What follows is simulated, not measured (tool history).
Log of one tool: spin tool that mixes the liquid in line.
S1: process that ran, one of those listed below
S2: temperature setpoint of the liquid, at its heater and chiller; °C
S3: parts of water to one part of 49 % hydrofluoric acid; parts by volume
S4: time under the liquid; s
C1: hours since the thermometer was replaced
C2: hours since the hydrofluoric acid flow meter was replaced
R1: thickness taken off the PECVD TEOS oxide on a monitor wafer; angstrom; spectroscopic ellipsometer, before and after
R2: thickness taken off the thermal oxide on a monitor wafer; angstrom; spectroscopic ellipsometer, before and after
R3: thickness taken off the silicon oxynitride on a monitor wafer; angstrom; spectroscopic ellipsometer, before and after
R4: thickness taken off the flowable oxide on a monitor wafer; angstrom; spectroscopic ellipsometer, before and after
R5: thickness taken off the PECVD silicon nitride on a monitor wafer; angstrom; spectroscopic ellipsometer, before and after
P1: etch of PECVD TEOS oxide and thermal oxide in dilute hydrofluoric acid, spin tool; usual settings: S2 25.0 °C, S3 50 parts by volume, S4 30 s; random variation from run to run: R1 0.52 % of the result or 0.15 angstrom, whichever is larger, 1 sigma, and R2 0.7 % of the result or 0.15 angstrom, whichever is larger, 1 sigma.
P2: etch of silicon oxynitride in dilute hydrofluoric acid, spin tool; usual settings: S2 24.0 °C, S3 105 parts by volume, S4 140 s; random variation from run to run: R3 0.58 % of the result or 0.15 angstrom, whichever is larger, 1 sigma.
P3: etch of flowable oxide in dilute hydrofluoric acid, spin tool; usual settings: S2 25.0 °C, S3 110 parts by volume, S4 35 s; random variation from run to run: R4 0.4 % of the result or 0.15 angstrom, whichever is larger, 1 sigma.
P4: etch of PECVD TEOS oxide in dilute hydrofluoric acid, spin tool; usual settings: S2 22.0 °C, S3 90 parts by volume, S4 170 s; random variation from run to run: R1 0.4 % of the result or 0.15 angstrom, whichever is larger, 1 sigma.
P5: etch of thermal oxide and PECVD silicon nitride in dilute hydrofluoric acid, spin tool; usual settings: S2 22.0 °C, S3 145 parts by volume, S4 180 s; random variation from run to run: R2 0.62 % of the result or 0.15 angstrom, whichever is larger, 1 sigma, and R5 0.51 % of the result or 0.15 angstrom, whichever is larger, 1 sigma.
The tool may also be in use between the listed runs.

run 1 hour=6.1 | S1=P1 S2=25.0 S3=50 S4=30 | C1=521.4 C2=760.5 | R1=189.100 R2=31.997
run 2 hour=13.1 | S1=P1 S2=25.0 S3=50 S4=30 | C1=528.4 C2=767.5 | R1=187.160 R2=32.139
run 3 hour=25.3 | S1=P2 S2=24.0 S3=160 S4=140 | C1=540.6 C2=779.7 | R3=40.206
run 4 hour=34.8 | S1=P1 S2=25.0 S3=20 S4=50 | C1=550.1 C2=789.2 | R1=811.340 R2=141.650
run 5 hour=41.2 | S1=P3 S2=25.0 S3=110 S4=35 | C1=556.5 C2=795.6 | R4=80.728
run 6 hour=51.5 | S1=P5 S2=17.5 S3=145 S4=180 | C1=566.8 C2=805.9 | R2=42.773 R5=43.326
run 7 hour=58.1 | S1=P2 S2=24.0 S3=105 S4=35 | C1=573.4 C2=812.5 | R3=15.872
run 8 hour=66.5 | S1=P1 S2=25.0 S3=50 S4=60 | C1=581.8 C2=820.9 | R1=375.230 R2=64.389
run 9 hour=76.1 | S1=P1 S2=25.0 S3=70 S4=30 | C1=591.4 C2=830.5 | R1=130.510 R2=22.215
run 10 hour=84.0 | S1=P5 S2=22.0 S3=220 S4=180 | C1=599.3 C2=838.4 | R2=31.029 R5=38.916
run 11 hour=93.6 | S1=P4 S2=22.0 S3=90 S4=170 | C1=608.9 C2=848.0 | R1=517.900
run 12 hour=99.0 | S1=P3 S2=25.0 S3=110 S4=60 | C1=614.3 C2=853.4 | R4=138.940
run 13 hour=111.1 | S1=P5 S2=22.0 S3=145 S4=355 | C1=626.4 C2=865.5 | R2=100.700 R5=114.140
run 14 hour=121.6 | S1=P3 S2=32.5 S3=110 S4=35 | C1=636.9 C2=876.0 | R4=107.330
run 15 hour=130.5 | S1=P1 S2=25.0 S3=50 S4=30 | C1=645.8 C2=884.9 | R1=188.000 R2=31.735
run 16 hour=137.0 | S1=P1 S2=25.0 S3=50 S4=30 | C1=652.3 C2=891.4 | R1=186.660 R2=32.148
run 17 hour=145.8 | S1=P4 S2=17.0 S3=90 S4=170 | C1=661.1 C2=900.2 | R1=418.020
run 18 hour=154.4 | S1=P1 S2=31.5 S3=50 S4=30 | C1=669.7 C2=908.8 | R1=243.680 R2=41.577
run 19 hour=161.7 | S1=P2 S2=31.0 S3=105 S4=140 | C1=677.0 C2=916.1 | R3=88.080
run 20 hour=167.0 | S1=P5 S2=22.0 S3=145 S4=180 | C1=682.3 C2=921.4 | R2=50.499 R5=58.416
run 21 hour=172.9 | S1=P1 S2=25.0 S3=50 S4=30 | C1=688.2 C2=927.3 | R1=187.790 R2=31.561
run 22 hour=181.1 | S1=P1 S2=25.0 S3=20 S4=30 | C1=696.4 C2=935.5 | R1=487.140 R2=82.940
run 23 hour=193.4 | S1=P4 S2=22.0 S3=90 S4=170 | C1=708.7 C2=947.8 | R1=516.550
run 24 hour=202.8 | S1=P3 S2=25.0 S3=180 S4=35 | C1=718.1 C2=957.2 | R4=45.385
run 25 hour=212.5 | S1=P4 S2=22.0 S3=155 S4=170 | C1=727.8 C2=966.9 | R1=277.250
run 26 hour=222.4 | S1=P1 S2=20.0 S3=50 S4=30 | C1=737.7 C2=976.8 | R1=150.950 R2=25.661
run 27 hour=232.8 | S1=P2 S2=24.0 S3=105 S4=140 | C1=748.1 C2=987.2 | R3=63.919
run 28 hour=238.4 | S1=P1 S2=25.0 S3=50 S4=30 | C1=753.7 C2=992.8 | R1=187.550 R2=32.368
run 29 hour=249.5 | S1=P1 S2=25.0 S3=50 S4=15 | C1=764.8 C2=1003.9 | R1=93.265 R2=16.043
run 30 hour=255.7 | S1=P4 S2=22.0 S3=90 S4=295 | C1=771.0 C2=1010.1 | R1=890.560
run 31 hour=263.5 | S1=P1 S2=25.0 S3=50 S4=30 | C1=778.8 C2=1017.9 | R1=187.240 R2=32.046
run 32 hour=274.5 | S1=P1 S2=25.0 S3=50 S4=30 | C1=789.8 C2=1028.9 | R1=178.300 R2=31.035
run 33 hour=281.9 | S1=P1 S2=25.0 S3=50 S4=30 | C1=797.2 C2=1036.3 | R1=176.080 R2=30.030
run 34 hour=291.7 | S1=P1 S2=25.0 S3=50 S4=30 | C1=807.0 C2=1046.1 | R1=172.040 R2=29.458
run 35 hour=303.2 | S1=P1 S2=25.0 S3=50 S4=30 | C1=818.5 C2=1057.6 | R1=171.240 R2=29.697
run 36 hour=311.2 | S1=P1 S2=25.0 S3=50 S4=30 | C1=826.5 C2=1065.6 | R1=169.550 R2=29.192
run 37 hour=322.5 | S1=P1 S2=25.0 S3=50 S4=30 | C1=837.8 C2=1076.9 | R1=168.480 R2=29.016
run 38 hour=331.0 | S1=P1 S2=25.0 S3=50 S4=30 | C1=846.3 C2=1085.4 | R1=171.220 R2=29.373

What P1 gives has crept away from where it was. These 2 causes fit the log equally well, each at the size given:
A: liquid colder than its thermometer reads (K) = 2.36
B: hydrofluoric acid flow below the setpoint (%) = 8.67
The creep began at about hour 263.5.

4 check runs are offered, one wafer each, their results left as question marks. Which one tells the causes apart?
run check 1 hour=339.5 | S1=P2 S2=24.0 S3=105 S4=140 | R3=?
run check 2 hour=339.5 | S1=P4 S2=22.0 S3=90 S4=170 | R1=?
run check 3 hour=339.5 | S1=P5 S2=22.0 S3=145 S4=180 | R2=? R5=?
run check 4 hour=339.5 | S1=P3 S2=25.0 S3=110 S4=35 | R4=?

What each check would give under each cause:
check=check_1 result=R3 if_A=57.116 if_B=57.886
check=check_2 result=R1 if_A=467.100 if_B=465.290
check=check_3 result=R2 if_A=46.384 if_B=45.822
check=check_3 result=R5 if_A=49.777 if_B=53.271
check=check_4 result=R4 if_A=73.945 if_B=73.171
How far apart the two closest causes lie, in the result that separates them most: check 1 1.34 %; check 2 0.39 %; check 3 6.78 %; check 4 1.05 %
Check 3 tells the causes apart: in the others they would give nearly the same result.

Check 3 was then run and gave: R2 46.545 angstrom; R5 49.426 angstrom. Which cause is it?

It is A: liquid colder than its thermometer reads (K).
